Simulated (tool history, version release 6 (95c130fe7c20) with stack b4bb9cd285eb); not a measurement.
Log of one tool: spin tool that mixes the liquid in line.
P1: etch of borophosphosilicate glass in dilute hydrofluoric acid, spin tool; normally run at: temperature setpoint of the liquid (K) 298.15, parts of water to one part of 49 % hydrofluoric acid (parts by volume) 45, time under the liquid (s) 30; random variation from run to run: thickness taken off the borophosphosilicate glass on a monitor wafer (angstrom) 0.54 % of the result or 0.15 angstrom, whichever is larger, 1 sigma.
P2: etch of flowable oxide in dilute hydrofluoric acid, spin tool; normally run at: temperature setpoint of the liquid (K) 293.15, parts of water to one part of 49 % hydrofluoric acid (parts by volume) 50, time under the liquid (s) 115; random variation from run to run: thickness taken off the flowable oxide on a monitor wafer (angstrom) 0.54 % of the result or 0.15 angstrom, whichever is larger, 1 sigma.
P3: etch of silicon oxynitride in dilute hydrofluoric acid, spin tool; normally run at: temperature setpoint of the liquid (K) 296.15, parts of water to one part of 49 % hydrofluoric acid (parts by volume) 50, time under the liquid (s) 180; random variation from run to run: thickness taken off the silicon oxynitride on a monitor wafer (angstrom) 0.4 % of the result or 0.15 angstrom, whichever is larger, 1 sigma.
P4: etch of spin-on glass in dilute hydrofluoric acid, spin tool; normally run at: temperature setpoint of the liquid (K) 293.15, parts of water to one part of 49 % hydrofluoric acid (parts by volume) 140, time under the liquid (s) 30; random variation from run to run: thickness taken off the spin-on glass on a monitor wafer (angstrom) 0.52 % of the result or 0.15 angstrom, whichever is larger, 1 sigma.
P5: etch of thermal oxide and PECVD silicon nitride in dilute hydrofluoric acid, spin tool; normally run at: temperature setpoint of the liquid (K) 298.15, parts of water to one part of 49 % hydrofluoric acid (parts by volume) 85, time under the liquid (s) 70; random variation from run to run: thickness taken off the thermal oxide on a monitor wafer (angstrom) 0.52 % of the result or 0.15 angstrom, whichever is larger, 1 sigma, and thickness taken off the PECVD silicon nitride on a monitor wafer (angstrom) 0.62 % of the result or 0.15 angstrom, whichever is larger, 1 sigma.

run	hour	process that ran	temperature setpoint of the liquid (K)	parts of water to one part of 49 % hydrofluoric acid (parts by volume)	time under the liquid (s)	thickness taken off the borophosphosilicate glass on a monitor wafer (angstrom)	thickness taken off the flowable oxide on a monitor wafer (angstrom)	thickness taken off the spin-on glass on a monitor wafer (angstrom)	thickness taken off the silicon oxynitride on a monitor wafer (angstrom)	thickness taken off the thermal oxide on a monitor wafer (angstrom)	thickness taken off the PECVD silicon nitride on a monitor wafer (angstrom)
1	7.2	P1	298.15	45	30	418.93					
2	23.4	P2	293.15	50	115		468.73				
3	36.7	P4	290.15	140	30			65.451			
4	45.2	P3	296.15	25	180				141.34		
5	56.8	P4	293.15	140	60			146.93			
6	72.7	P1	302.65	45	15	254.83					
7	87.4	P1	298.15	45	30	420.63					
8	100.2	P2	293.15	20	115		1231.4				
9	108.2	P3	296.15	50	180				68.833		
10	119.8	P1	298.15	45	50	699.85					
11	133.5	P2	293.15	50	115		473.09				
12	144.8	P5	294.15	85	70					34.916	38.417
# hour 155.4: thermometer replaced
13	157.9	P1	305.15	45	30	559.46					
14	169.6	P2	290.15	50	115		416.18				
15	179.5	P3	296.15	50	180				69.25		
16	187.1	P2	293.15	50	170		697.48				
17	195	P1	298.15	45	30	418.46					
18	206.6	P1	292.65	45	30	334.19					
19	218.7	P3	296.15	50	260				99.837		
20	230.1	P5	298.15	85	15					9.0867	10.62
21	237.2	P5	298.15	85	70					41.288	49.569
22	247.1	P4	293.15	140	30			74.05			
23	259.7	P3	303.65	50	180				99.164		
24	275.9	P1	298.15	45	30	419.54					
25	290.2	P1	298.15	45	15	211.51					
26	306.2	P5	298.15	30	70					123.87	139.17
27	313.8	P1	298.15	30	30	646.39					
28	329.8	P1	298.15	65	30	283.12					
29	338.3	P4	293.15	215	30			44.786			
30	351.3	P1	298.15	45	30	418.78					
31	364.3	P1	298.15	45	30	429.25					
32	371.3	P1	298.15	45	30	428.85					
33	387.6	P1	298.15	45	30	441.29					
34	401.7	P1	298.15	45	30	442.65					
35	414.1	P1	298.15	45	30	445.76					
36	429	P1	298.15	45	30	448					
37	437.6	P1	298.15	45	30	444.83					
38	447.8	P1	298.15	45	30	448.54					

Forecast run 39:
39	457.6	P1	298.15	45	30	?					

Run 39 gave thickness taken off the borophosphosilicate glass on a monitor wafer (angstrom) 450.07.
